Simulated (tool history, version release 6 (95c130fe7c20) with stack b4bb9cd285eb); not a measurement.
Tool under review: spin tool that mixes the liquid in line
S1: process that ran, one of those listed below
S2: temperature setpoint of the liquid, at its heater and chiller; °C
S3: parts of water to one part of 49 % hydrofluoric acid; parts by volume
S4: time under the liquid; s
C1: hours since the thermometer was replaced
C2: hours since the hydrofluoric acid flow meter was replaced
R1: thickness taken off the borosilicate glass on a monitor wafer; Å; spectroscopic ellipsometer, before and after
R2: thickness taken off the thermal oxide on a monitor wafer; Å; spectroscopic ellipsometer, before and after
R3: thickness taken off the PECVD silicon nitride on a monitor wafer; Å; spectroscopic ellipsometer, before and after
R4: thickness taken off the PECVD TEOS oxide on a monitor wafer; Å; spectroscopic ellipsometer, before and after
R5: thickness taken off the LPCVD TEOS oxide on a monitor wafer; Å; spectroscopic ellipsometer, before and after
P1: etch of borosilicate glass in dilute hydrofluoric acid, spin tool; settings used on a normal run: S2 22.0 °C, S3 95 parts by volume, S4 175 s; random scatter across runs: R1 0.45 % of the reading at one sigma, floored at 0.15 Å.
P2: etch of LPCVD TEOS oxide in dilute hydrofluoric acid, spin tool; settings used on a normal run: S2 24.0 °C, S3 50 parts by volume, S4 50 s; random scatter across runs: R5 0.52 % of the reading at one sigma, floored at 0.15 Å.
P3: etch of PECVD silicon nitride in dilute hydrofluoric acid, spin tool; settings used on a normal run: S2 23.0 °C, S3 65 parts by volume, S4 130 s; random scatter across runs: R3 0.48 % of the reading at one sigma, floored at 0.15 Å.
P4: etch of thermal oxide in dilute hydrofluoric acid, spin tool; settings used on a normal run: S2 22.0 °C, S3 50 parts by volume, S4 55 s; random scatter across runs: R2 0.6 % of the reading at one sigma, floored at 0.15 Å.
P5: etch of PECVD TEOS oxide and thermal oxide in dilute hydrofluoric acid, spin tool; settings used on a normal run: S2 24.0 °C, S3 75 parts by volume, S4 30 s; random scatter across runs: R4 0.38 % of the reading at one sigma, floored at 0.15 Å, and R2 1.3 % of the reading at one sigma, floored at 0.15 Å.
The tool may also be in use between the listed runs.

{"run": 1, "hour": 15.3, "S1": "P1", "S2": 22.0, "S3": 95, "S4": 175, "C1": 293.7, "C2": 1423.0, "R1": 562.35}
{"run": 2, "hour": 28.9, "S1": "P1", "S2": 22.0, "S3": 95, "S4": 305, "C1": 307.3, "C2": 1436.6, "R1": 982.66}
{"run": 3, "hour": 39.4, "S1": "P4", "S2": 22.0, "S3": 50, "S4": 85, "C1": 317.8, "C2": 1447.1, "R2": 77.659}
{"run": 4, "hour": 57.4, "S1": "P4", "S2": 22.0, "S3": 80, "S4": 55, "C1": 335.8, "C2": 1465.1, "R2": 30.493}
{"run": 5, "hour": 72.0, "S1": "P3", "S2": 23.0, "S3": 65, "S4": 130, "C1": 350.4, "C2": 1479.7, "R3": 110.09}
{"run": 6, "hour": 81.0, "S1": "P5", "S2": 24.0, "S3": 75, "S4": 45, "C1": 359.4, "C2": 1488.7, "R2": 27.266, "R4": 136.95}
{"run": 7, "hour": 96.9, "S1": "P2", "S2": 24.0, "S3": 25, "S4": 50, "C1": 375.3, "C2": 1504.6, "R5": 632.06}
{"run": 8, "hour": 112.8, "S1": "P1", "S2": 22.0, "S3": 20, "S4": 335, "C1": 391.2, "C2": 1520.5, "R1": 5617.2}
{"run": 9, "hour": 125.6, "S1": "P4", "S2": 22.0, "S3": 50, "S4": 55, "C1": 404.0, "C2": 1533.3, "R2": 50.243}
{"run": 10, "hour": 140.7, "S1": "P1", "S2": 22.0, "S3": 95, "S4": 175, "C1": 419.1, "C2": 1548.4, "R1": 561.23}
{"run": 11, "hour": 156.6, "S1": "P1", "S2": 22.0, "S3": 95, "S4": 15, "C1": 435.0, "C2": 1564.3, "R1": 48.002}
{"run": 12, "hour": 168.9, "S1": "P2", "S2": 24.0, "S3": 50, "S4": 50, "C1": 447.3, "C2": 1576.6, "R5": 306.9}
{"run": 13, "hour": 184.1, "S1": "P1", "S2": 25.5, "S3": 20, "S4": 175, "C1": 462.5, "C2": 1591.8, "R1": 3402.0}
{"run": 14, "hour": 194.7, "S1": "P1", "S2": 22.0, "S3": 145, "S4": 175, "C1": 473.1, "C2": 1602.4, "R1": 349.74}
{"run": 15, "hour": 208.9, "S1": "P4", "S2": 22.0, "S3": 50, "S4": 55, "C1": 487.3, "C2": 1616.6, "R2": 49.976}
{"run": 16, "hour": 227.8, "S1": "P1", "S2": 17.5, "S3": 95, "S4": 175, "C1": 506.2, "C2": 1635.5, "R1": 464.38}
{"run": 17, "hour": 242.6, "S1": "P1", "S2": 22.0, "S3": 95, "S4": 175, "C1": 521.0, "C2": 1650.3, "R1": 565.73}
{"run": 18, "hour": 257.6, "S1": "P1", "S2": 22.0, "S3": 20, "S4": 175, "C1": 536.0, "C2": 1665.3, "R1": 2923.9}
{"run": 19, "hour": 267.8, "S1": "P5", "S2": 24.0, "S3": 75, "S4": 30, "C1": 546.2, "C2": 1675.5, "R2": 18.187, "R4": 91.528}
{"run": 20, "hour": 284.4, "S1": "P3", "S2": 28.0, "S3": 65, "S4": 130, "C1": 562.8, "C2": 1692.1, "R3": 154.88}
{"run": 21, "hour": 303.5, "S1": "P2", "S2": 24.0, "S3": 50, "S4": 90, "C1": 581.9, "C2": 1711.2, "R5": 550.65}
{"run": 22, "hour": 318.6, "S1": "P5", "S2": 19.0, "S3": 75, "S4": 30, "C1": 597.0, "C2": 1726.3, "R2": 14.596, "R4": 74.764}
{"run": 23, "hour": 327.7, "S1": "P5", "S2": 24.0, "S3": 115, "S4": 30, "C1": 606.1, "C2": 1735.4, "R2": 11.115, "R4": 56.308}
{"run": 24, "hour": 341.6, "S1": "P3", "S2": 23.0, "S3": 65, "S4": 230, "C1": 620.0, "C2": 1749.3, "R3": 197.32}
{"run": 25, "hour": 353.7, "S1": "P1", "S2": 22.0, "S3": 95, "S4": 175, "C1": 632.1, "C2": 1761.4, "R1": 565.38}
{"run": 26, "hour": 363.3, "S1": "P1", "S2": 30.0, "S3": 95, "S4": 175, "C1": 641.7, "C2": 1771.0, "R1": 774.6}
{"run": 27, "hour": 380.7, "S1": "P1", "S2": 22.0, "S3": 25, "S4": 50, "C1": 659.1, "C2": 1788.4, "R1": 672.26}
{"run": 28, "hour": 395.7, "S1": "P3", "S2": 23.0, "S3": 110, "S4": 130, "C1": 674.1, "C2": 1803.4, "R3": 66.276}
{"run": 29, "hour": 404.0, "S1": "P2", "S2": 30.0, "S3": 50, "S4": 50, "C1": 682.4, "C2": 1811.7, "R5": 389.43}
{"run": 30, "hour": 419.6, "S1": "P1", "S2": 22.0, "S3": 95, "S4": 175, "C1": 698.0, "C2": 1827.3, "R1": 561.64}
{"run": 31, "hour": 428.6, "S1": "P1", "S2": 22.0, "S3": 95, "S4": 175, "C1": 707.0, "C2": 1836.3, "R1": 561.61}
{"run": 32, "hour": 438.2, "S1": "P2", "S2": 24.0, "S3": 50, "S4": 50, "C1": 716.6, "C2": 1845.9, "R5": 307.94}
{"run": 33, "hour": 448.4, "S1": "P4", "S2": 29.0, "S3": 50, "S4": 55, "C1": 726.8, "C2": 1856.1, "R2": 67.284}
{"run": 34, "hour": 460.6, "S1": "P1", "S2": 22.0, "S3": 95, "S4": 175, "C1": 739.0, "C2": 1868.3, "R1": 565.96}
{"run": 35, "hour": 473.2, "S1": "P1", "S2": 22.0, "S3": 95, "S4": 175, "C1": 751.6, "C2": 1880.9, "R1": 554.68}
{"run": 36, "hour": 488.8, "S1": "P1", "S2": 22.0, "S3": 95, "S4": 175, "C1": 767.2, "C2": 1896.5, "R1": 543.5}
{"run": 37, "hour": 499.4, "S1": "P1", "S2": 22.0, "S3": 95, "S4": 175, "C1": 777.8, "C2": 1907.1, "R1": 538.89}
{"run": 38, "hour": 508.6, "S1": "P1", "S2": 22.0, "S3": 95, "S4": 175, "C1": 787.0, "C2": 1916.3, "R1": 536.63}
{"run": 39, "hour": 524.4, "S1": "P1", "S2": 22.0, "S3": 95, "S4": 175, "C1": 802.8, "C2": 1932.1, "R1": 532.08}
{"run": 40, "hour": 543.5, "S1": "P1", "S2": 22.0, "S3": 95, "S4": 175, "C1": 821.9, "C2": 1951.2, "R1": 535.99}
{"run": 41, "hour": 558.5, "S1": "P1", "S2": 22.0, "S3": 95, "S4": 175, "C1": 836.9, "C2": 1966.2, "R1": 528.79}
{"run": 42, "hour": 570.9, "S1": "P1", "S2": 22.0, "S3": 95, "S4": 175, "C1": 849.3, "C2": 1978.6, "R1": 528.3}
{"run": 43, "hour": 582.6, "S1": "P1", "S2": 22.0, "S3": 95, "S4": 175, "C1": 861.0, "C2": 1990.3, "R1": 527.71}

P1 has crept away from where it was. The log is fitted equally well by each of these 2 causes, at the sizes shown:
A: liquid colder than its thermometer reads (K) = 1.5
B: hydrofluoric acid flow below the setpoint (%) = 5.3
The creep began at about hour 460.6.

Listed below are the offered check runs, one wafer per run, with question marks in place of results. For which of them would the causes give clearly different outcomes?
{"run": "check 1", "hour": 594.3, "S1": "P5", "S2": 24.0, "S3": 75, "S4": 30, "R2": "?", "R4": "?"}
{"run": "check 2", "hour": 594.3, "S1": "P3", "S2": 23.0, "S3": 65, "S4": 130, "R3": "?"}
{"run": "check 3", "hour": 594.3, "S1": "P2", "S2": 24.0, "S3": 50, "S4": 50, "R5": "?"}
{"run": "check 4", "hour": 594.3, "S1": "P4", "S2": 22.0, "S3": 50, "S4": 55, "R2": "?"}

What each check would give under each cause:
check=check_1 result=R2 if_A=16.974 if_B=16.992
check=check_1 result=R4 if_A=86.212 if_B=86.306
check=check_2 result=R3 if_A=99.925 if_B=104.870
check=check_3 result=R5 if_A=288.25 if_B=289.37
check=check_4 result=R2 if_A=47.358 if_B=47.599
Smallest distance between any two causes, each pair judged by its most separating result, in per cent: check 1 0.11 %; check 2 4.83 %; check 3 0.39 %; check 4 0.51 %
Only in check 2 would the causes give clearly different results; in the remaining checks their results would be nearly the same.

Running check 2 produced the following: R3 104.970 Å. Which one of the listed causes fits?

B is the cause: hydrofluoric acid flow below the setpoint (%).
